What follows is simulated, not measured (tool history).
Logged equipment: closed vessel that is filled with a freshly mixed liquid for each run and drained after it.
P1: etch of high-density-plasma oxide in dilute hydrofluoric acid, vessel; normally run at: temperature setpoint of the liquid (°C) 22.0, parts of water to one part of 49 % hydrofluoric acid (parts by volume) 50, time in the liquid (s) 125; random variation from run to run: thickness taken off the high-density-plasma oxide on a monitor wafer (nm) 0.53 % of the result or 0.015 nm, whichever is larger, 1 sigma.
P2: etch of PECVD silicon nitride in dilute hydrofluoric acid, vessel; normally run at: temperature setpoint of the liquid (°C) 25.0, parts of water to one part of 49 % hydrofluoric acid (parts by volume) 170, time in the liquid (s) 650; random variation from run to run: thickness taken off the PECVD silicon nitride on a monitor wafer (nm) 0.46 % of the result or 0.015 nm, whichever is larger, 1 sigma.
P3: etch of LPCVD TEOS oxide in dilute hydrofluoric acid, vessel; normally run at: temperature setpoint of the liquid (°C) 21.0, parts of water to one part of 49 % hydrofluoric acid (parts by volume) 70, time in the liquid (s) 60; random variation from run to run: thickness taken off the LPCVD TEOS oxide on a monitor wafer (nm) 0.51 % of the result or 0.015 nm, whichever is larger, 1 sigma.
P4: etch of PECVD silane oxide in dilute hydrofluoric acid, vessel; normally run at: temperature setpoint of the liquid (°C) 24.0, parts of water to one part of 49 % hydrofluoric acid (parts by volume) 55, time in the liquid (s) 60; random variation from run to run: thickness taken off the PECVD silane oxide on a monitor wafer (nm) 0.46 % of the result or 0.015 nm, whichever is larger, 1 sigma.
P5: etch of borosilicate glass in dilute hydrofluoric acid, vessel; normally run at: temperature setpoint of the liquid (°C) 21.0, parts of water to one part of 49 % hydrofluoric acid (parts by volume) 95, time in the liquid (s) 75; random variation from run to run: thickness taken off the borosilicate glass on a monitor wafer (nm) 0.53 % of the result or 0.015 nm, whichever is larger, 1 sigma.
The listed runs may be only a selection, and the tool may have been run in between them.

run   hour  process that ran  temperature setpoint of the liquid (°C)  parts of water to one part of 49 % hydrofluoric acid (parts by volume)  time in the liquid (s)  thickness taken off the high-density-plasma oxide on a monitor wafer (nm)  thickness taken off the LPCVD TEOS oxide on a monitor wafer (nm)  thickness taken off the PECVD silane oxide on a monitor wafer (nm)  thickness taken off the PECVD silicon nitride on a monitor wafer (nm)  thickness taken off the borosilicate glass on a monitor wafer (nm)
  1    7.4                P1                                     22.0                                                                      50                     125                                                                    18.2330
  2   19.9                P3                                     21.0                                                                      70                      60                                                                                                                                       33.746
  3   30.5                P4                                     24.0                                                                      55                     100                                                                                                                                                                                                           90.251
  4   40.2                P3                                     21.0                                                                      25                      60                                                                                                                                       99.992
  5   46.3                P2                                     20.0                                                                     170                     650                                                                                                                                                                                                                                                                                 16.5370
  6   56.3                P2                                     25.0                                                                     170                     275                                                                                                                                                                                                                                                                                  9.6775
  7   66.6                P1                                     29.0                                                                      50                     125                                                                    24.1100
  8   79.0                P2                                     25.0                                                                      85                     650                                                                                                                                                                                                                                                                                 45.4510
  9   89.3                P1                                     17.0                                                                      50                     125                                                                    14.6130
 10   97.9                P3                                     21.0                                                                      70                      60                                                                                                                                       33.710
 11  109.2                P4                                     24.0                                                                      80                      60                                                                                                                                                                                                           36.387
 12  116.8                P2                                     25.0                                                                     170                     650                                                                                                                                                                                                                                                                                 22.9370
 13  127.9                P1                                     22.0                                                                      50                     125                                                                    18.2660
 14  134.3                P1                                     22.0                                                                      50                     125                                                                    18.2620
 15  143.4                P1                                     22.0                                                                      50                     240                                                                    34.5830
 16  155.2                P5                                     21.0                                                                      95                      75                                                                                                                                                                                                                                                                                                                                                     16.9540
 17  160.9                P1                                     22.0                                                                      50                      30                                                                     4.3531
 18  170.0                P5                                     17.0                                                                      95                      75                                                                                                                                                                                                                                                                                                                                                     14.5130
 19  181.0                P4                                     17.5                                                                      55                      60                                                                                                                                                                                                           41.641
 20  189.4                P4                                     24.0                                                                      55                      60                                                                                                                                                                                                           54.471
 21  198.9                P3                                     25.5                                                                      70                      60                                                                                                                                       40.532
 22  210.6                P2                                     25.0                                                                     170                     650                                                                                                                                                                                                                                                                                 23.0190
 23  218.8                P5                                     21.0                                                                      95                      30                                                                                                                                                                                                                                                                                                                                                      6.8382
 24  227.3                P1                                     27.0                                                                      70                     125                                                                    15.3530
 25  240.4                P5                                     21.0                                                                     150                      75                                                                                                                                                                                                                                                                                                                                                     10.1320
 26  249.9                P3                                     21.0                                                                      70                     100                                                                                                                                       56.524
 27  262.8                P1                                     22.0                                                                      50                     125                                                                    18.1020
 28  269.6                P1                                     22.0                                                                      50                     125                                                                    18.2740
 29  277.1                P1                                     22.0                                                                      70                     125                                                                    12.6110
 30  284.9                P1                                     22.0                                                                      30                     125                                                                    31.1030
 31  296.5                P1                                     22.0                                                                      50                     125                                                                    18.1080
 32  306.8                P1                                     22.0                                                                      50                     125                                                                    18.0720
 33  313.0                P1                                     22.0                                                                      50                     125                                                                    17.7090
 34  321.0                P1                                     22.0                                                                      50                     125                                                                    17.4260
 35  333.5                P1                                     22.0                                                                      50                     125                                                                    17.5170
 36  344.6                P1                                     22.0                                                                      50                     125                                                                    17.4660
 37  351.6                P1                                     22.0                                                                      50                     125                                                                    17.3100
 38  361.7                P1                                     22.0                                                                      50                     125                                                                    17.1180
 39  370.1                P1                                     22.0                                                                      50                     125                                                                    17.1440
 40  377.1                P1                                     22.0                                                                      50                     125                                                                    17.1600
 41  386.9                P1                                     22.0                                                                      50                     125                                                                    17.2450

The output of P1 has drifted from where it used to be. Each of the 2 causes below, taken at the size shown beside it, accounts for the log equally well:
A: liquid colder than its thermometer reads (K) = 1.4
B: hydrofluoric acid flow below the setpoint (%) = 5.37
The process output started creeping at around hour 296.5.

Question marks stand in for the results of the 4 check runs listed below, each run on one wafer. Under which run would the listed causes show clearly different results?
check 1  396.7                P2                                     25.0                                                                     170                     650                                                                                                                                                                                                                                                                                       ?
check 2  396.7                P5                                     21.0                                                                      95                      75                                                                                                                                                                                                                                                                                                                                                           ?
check 3  396.7                P3                                     21.0                                                                      70                      60                                                                                                                                            ?
check 4  396.7                P4                                     24.0                                                                      55                      60                                                                                                                                                                                                                ?

If the cause were each of the candidates in turn, the checks would give the following:
  check                                                                 result     if A     if B
check 1  thickness taken off the PECVD silicon nitride on a monitor wafer (nm)  20.9670  21.7020
check 2     thickness taken off the borosilicate glass on a monitor wafer (nm)  16.0240  15.9630
check 3       thickness taken off the LPCVD TEOS oxide on a monitor wafer (nm)   31.953   31.908
check 4     thickness taken off the PECVD silane oxide on a monitor wafer (nm)   51.359   51.279
Minimum pairwise separation of causes per check, each pair taken at its best-separating result: check 1 3.45 %; check 2 0.38 %; check 3 0.14 %; check 4 0.16 %
Of the check runs offered, only check 1 discriminates between the causes; the rest would read about the same regardless of which cause applies.

With check 1 done, the readings were: thickness taken off the PECVD silicon nitride on a monitor wafer (nm) 20.9350. Identify which of the listed causes applies.

It is A: liquid colder than its thermometer reads (K).
